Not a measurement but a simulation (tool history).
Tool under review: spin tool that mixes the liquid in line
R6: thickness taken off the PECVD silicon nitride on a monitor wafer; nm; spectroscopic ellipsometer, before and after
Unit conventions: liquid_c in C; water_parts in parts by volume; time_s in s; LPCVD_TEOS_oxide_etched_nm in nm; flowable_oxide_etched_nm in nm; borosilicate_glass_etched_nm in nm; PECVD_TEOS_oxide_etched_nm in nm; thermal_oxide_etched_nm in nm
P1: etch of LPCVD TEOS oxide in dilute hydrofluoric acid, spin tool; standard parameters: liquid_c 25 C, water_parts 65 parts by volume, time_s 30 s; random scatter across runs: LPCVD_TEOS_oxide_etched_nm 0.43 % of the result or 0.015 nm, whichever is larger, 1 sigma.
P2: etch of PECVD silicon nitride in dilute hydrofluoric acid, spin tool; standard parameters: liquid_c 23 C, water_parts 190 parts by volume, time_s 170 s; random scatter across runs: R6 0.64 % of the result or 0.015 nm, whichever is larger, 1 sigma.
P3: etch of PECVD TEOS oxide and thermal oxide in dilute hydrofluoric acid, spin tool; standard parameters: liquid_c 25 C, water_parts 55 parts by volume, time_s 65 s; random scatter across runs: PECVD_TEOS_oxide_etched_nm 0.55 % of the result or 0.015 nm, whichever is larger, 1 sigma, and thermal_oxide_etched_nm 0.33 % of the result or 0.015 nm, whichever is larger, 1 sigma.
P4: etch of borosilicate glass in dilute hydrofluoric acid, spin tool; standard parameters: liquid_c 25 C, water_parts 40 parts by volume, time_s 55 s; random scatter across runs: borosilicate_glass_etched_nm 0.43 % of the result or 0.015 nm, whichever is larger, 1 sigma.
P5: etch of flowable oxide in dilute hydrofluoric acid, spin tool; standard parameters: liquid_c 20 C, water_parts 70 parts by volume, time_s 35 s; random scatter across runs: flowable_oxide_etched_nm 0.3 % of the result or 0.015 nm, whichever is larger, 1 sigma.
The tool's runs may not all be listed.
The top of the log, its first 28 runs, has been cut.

{"run": 29, "hour": 347.6, "process": "P1", "liquid_c": 25, "water_parts": 65, "time_s": 45, "LPCVD_TEOS_oxide_etched_nm": 18.082}
{"run": 30, "hour": 359.2, "process": "P5", "liquid_c": 20, "water_parts": 70, "time_s": 35, "flowable_oxide_etched_nm": 13.822}
{"run": 31, "hour": 374.1, "process": "P1", "liquid_c": 25, "water_parts": 20, "time_s": 30, "LPCVD_TEOS_oxide_etched_nm": 41.759}
{"run": 32, "hour": 387.3, "process": "P5", "liquid_c": 25, "water_parts": 70, "time_s": 35, "flowable_oxide_etched_nm": 16.937}
{"run": 33, "hour": 398.6, "process": "P2", "liquid_c": 23, "water_parts": 190, "time_s": 265, "R6": 7.2498}
{"run": 34, "hour": 407.5, "process": "P3", "liquid_c": 25, "water_parts": 55, "time_s": 100, "PECVD_TEOS_oxide_etched_nm": 17.399, "thermal_oxide_etched_nm": 9.2318}
{"run": 35, "hour": 422.6, "process": "P1", "liquid_c": 25, "water_parts": 65, "time_s": 30, "LPCVD_TEOS_oxide_etched_nm": 12.059}
{"run": 36, "hour": 433.2, "process": "P1", "liquid_c": 25, "water_parts": 65, "time_s": 30, "LPCVD_TEOS_oxide_etched_nm": 11.703}

Expected results for the next run?
{"run": 37, "hour": 445.3, "process": "P1", "liquid_c": 25, "water_parts": 65, "time_s": 30, "LPCVD_TEOS_oxide_etched_nm": "?"}

{"run 37": {"LPCVD_TEOS_oxide_etched_nm": 11.534}}
